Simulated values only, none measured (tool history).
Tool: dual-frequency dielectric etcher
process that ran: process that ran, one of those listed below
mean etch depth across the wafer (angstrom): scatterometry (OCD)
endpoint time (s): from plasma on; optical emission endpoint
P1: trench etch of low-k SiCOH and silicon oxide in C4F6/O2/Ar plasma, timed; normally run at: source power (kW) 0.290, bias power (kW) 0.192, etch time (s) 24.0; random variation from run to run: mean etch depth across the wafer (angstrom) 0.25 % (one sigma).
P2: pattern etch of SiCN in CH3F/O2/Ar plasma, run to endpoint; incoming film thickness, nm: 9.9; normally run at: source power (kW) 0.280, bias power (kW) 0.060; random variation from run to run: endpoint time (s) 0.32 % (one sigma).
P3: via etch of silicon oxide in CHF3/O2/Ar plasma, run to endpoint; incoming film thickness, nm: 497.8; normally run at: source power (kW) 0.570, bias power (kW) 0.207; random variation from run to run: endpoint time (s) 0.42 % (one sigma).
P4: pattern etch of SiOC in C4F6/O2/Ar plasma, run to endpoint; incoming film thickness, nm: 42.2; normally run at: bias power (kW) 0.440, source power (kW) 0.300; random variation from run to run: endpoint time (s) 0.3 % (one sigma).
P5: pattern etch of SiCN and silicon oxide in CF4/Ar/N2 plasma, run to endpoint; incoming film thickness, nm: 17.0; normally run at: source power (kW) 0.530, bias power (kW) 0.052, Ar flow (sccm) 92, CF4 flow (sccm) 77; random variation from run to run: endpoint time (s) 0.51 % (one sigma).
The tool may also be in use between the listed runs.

| run | day | process that ran | source power (kW) | bias power (kW) | etch time (s) | Ar flow (sccm) | CF4 flow (sccm) | hours since the last wet clean | hours since the last source power generator calibration | hours since the last bias power generator calibration | mean etch depth across the wafer (angstrom) | endpoint time (s) |
|---|---|---|---|---|---|---|---|---|---|---|---|---|
| 1 | 0.746 | P1 | 0.290 | 0.192 | 24.0 |  |  | 286.1 | 2003.2 | 2023.6 | 691.34 |  |
| 2 | 1.129 | P1 | 0.290 | 0.192 | 16.0 |  |  | 295.3 | 2012.4 | 2032.8 | 460.51 |  |
| 3 | 1.471 | P3 | 0.570 | 0.286 |  |  |  | 303.5 | 2020.6 | 2041.0 |  | 217.970 |
| 4 | 2.104 | P2 | 0.200 | 0.060 |  |  |  | 318.7 | 2035.8 | 2056.2 |  | 37.238 |
| 5 | 2.854 | P1 | 0.290 | 0.192 | 32.5 |  |  | 336.7 | 2053.8 | 2074.2 | 938.91 |  |
| 6 | 3.238 | P1 | 0.290 | 0.192 | 24.0 |  |  | 345.9 | 2063.0 | 2083.4 | 690.56 |  |
| 7 | 3.683 | P3 | 0.450 | 0.207 |  |  |  | 356.6 | 2073.7 | 2094.1 |  | 267.190 |
| 8 | 4.062 | P5 | 0.530 | 0.038 |  | 92 | 77 | 365.7 | 2082.8 | 2103.2 |  | 20.275 |
| 9 | 4.496 | P3 | 0.570 | 0.207 |  |  |  | 376.1 | 2093.2 | 2113.6 |  | 244.850 |
| 10 | 5.225 | P5 | 0.530 | 0.052 |  | 92 | 77 | 393.6 | 2110.7 | 2131.1 |  | 18.466 |
| 11 | 5.712 | P2 | 0.280 | 0.060 |  |  |  | 405.3 | 2122.4 | 2142.8 |  | 32.631 |
| 12 | 6.271 | P2 | 0.280 | 0.060 |  |  |  | 418.7 | 2135.8 | 2156.2 |  | 32.702 |
| 13 | 7.038 | P5 | 0.530 | 0.052 |  | 92 | 77 | 437.1 | 2154.2 | 2174.6 |  | 18.410 |
| 14 | 7.629 | P4 | 0.300 | 0.440 |  |  |  | 451.3 | 2168.4 | 2188.8 |  | 17.038 |
| 15 | 8.196 | P4 | 0.300 | 0.440 |  |  |  | 464.9 | 2182.0 | 2202.4 |  | 17.098 |
| 16 | 8.579 | P1 | 0.290 | 0.192 | 24.0 |  |  | 474.1 | 2191.2 | 2211.6 | 692.77 |  |
| 17 | 9.175 | P1 | 0.400 | 0.192 | 31.0 |  |  | 488.4 | 2205.5 | 2225.9 | 1011.40 |  |
| 18 | 9.525 | P5 | 0.530 | 0.052 |  | 59 | 77 | 496.8 | 2213.9 | 2234.3 |  | 17.283 |
| 19 | 10.125 | P1 | 0.290 | 0.192 | 24.0 |  |  | 511.2 | 2228.3 | 2248.7 | 689.77 |  |
| 20 | 10.871 | P5 | 0.530 | 0.052 |  | 92 | 52 | 529.1 | 2246.2 | 2266.6 |  | 19.766 |
| 21 | 11.658 | P1 | 0.390 | 0.192 | 24.0 |  |  | 548.0 | 2265.1 | 2285.5 | 778.15 |  |
| 22 | 12.362 | P5 | 0.730 | 0.052 |  | 92 | 77 | 564.9 | 2282.0 | 2302.4 |  | 13.897 |
| 23 | 12.842 | P3 | 0.570 | 0.207 |  |  |  | 576.4 | 2293.5 | 2313.9 |  | 245.280 |
| 24 | 13.208 | P4 | 0.300 | 0.308 |  |  |  | 585.2 | 2302.3 | 2322.7 |  | 19.414 |
| 25 | 13.983 | P1 | 0.290 | 0.137 | 24.0 |  |  | 603.8 | 2320.9 | 2341.3 | 620.30 |  |
| 26 | 14.508 | P4 | 0.210 | 0.440 |  |  |  | 616.4 | 2333.5 | 2353.9 |  | 19.435 |
| 27 | 15.029 | P2 | 0.280 | 0.036 |  |  |  | 628.9 | 2346.0 | 2366.4 |  | 38.763 |
| 28 | 15.629 | P1 | 0.200 | 0.192 | 24.0 |  |  | 643.3 | 2360.4 | 2380.8 | 597.03 |  |
| 29 | 16.146 | P1 | 0.290 | 0.236 | 24.0 |  |  | 655.7 | 2372.8 | 2393.2 | 740.86 |  |
| 30 | 16.792 | P1 | 0.290 | 0.192 | 24.0 |  |  | 671.2 | 2388.3 | 2408.7 | 689.97 |  |
| 31 | 17.342 | P1 | 0.290 | 0.192 | 24.0 |  |  | 684.4 | 2401.5 | 2421.9 | 690.95 |  |
| 32 | 17.842 | P1 | 0.290 | 0.192 | 24.0 |  |  | 696.4 | 2413.5 | 2433.9 | 689.99 |  |
| 33 | 18.183 | P1 | 0.290 | 0.192 | 24.0 |  |  | 704.6 | 2421.7 | 2442.1 | 687.18 |  |
| 34 | 18.692 | P1 | 0.290 | 0.192 | 24.0 |  |  | 716.8 | 2433.9 | 2454.3 | 683.87 |  |
| 35 | 19.125 | P1 | 0.290 | 0.192 | 24.0 |  |  | 727.2 | 2444.3 | 2464.7 | 684.21 |  |
|  | 19.646 | wet clean of the chamber |
| 36 | 19.788 | P1 | 0.290 | 0.192 | 24.0 |  |  | 3.4 | 2460.2 | 2480.6 | 683.36 |  |
| 37 | 20.304 | P1 | 0.290 | 0.192 | 24.0 |  |  | 15.8 | 2472.6 | 2493.0 | 678.19 |  |
| 38 | 20.742 | P1 | 0.290 | 0.192 | 24.0 |  |  | 26.3 | 2483.1 | 2503.5 | 678.43 |  |
| 39 | 21.179 | P1 | 0.290 | 0.192 | 24.0 |  |  | 36.8 | 2493.6 | 2514.0 | 678.24 |  |

What P1 gives has crept away from where it was. These 2 causes fit the log equally well, each at the size given:
A: source power that arrives under what is set, % = 3.78
B: bias power that arrives under what is set, % = 4.45
The creep began at about day 17.342.
Why every other cause is out:
chamber walls in a state that lowers the etch rate, %: serviced at day 19.646, which brought nothing back

4 check runs are offered, each on 3 wafers whose results are averaged, their results left as question marks. Which one tells the causes apart?
| check 1 | 21.617 | P3 | 0.470 | 0.265 |  |  |  |  |  |  |  | ? |
| check 2 | 21.617 | P4 | 0.230 | 0.440 |  |  |  |  |  |  |  | ? |
| check 3 | 21.617 | P2 | 0.280 | 0.039 |  |  |  |  |  |  |  | ? |
| check 4 | 21.617 | P5 | 0.730 | 0.052 |  | 60 | 77 |  |  |  |  | ? |

What each check would give under each cause:
| check | result | if A | if B |
|---|---|---|---|
| check 1 | endpoint time (s) | 244.950 | 245.500 |
| check 2 | endpoint time (s) | 19.119 | 19.175 |
| check 3 | endpoint time (s) | 38.320 | 38.288 |
| check 4 | endpoint time (s) | 13.464 | 13.163 |
How far apart the two closest causes lie, in the result that separates them most: check 1 0.22 %; check 2 0.29 %; check 3 0.08 %; check 4 2.26 %
Check 4 tells the causes apart: in the others they would give nearly the same result.

Check 4 was then run and gave: endpoint time (s) 13.137. Which cause is it?

It is B: bias power that arrives under what is set, %.
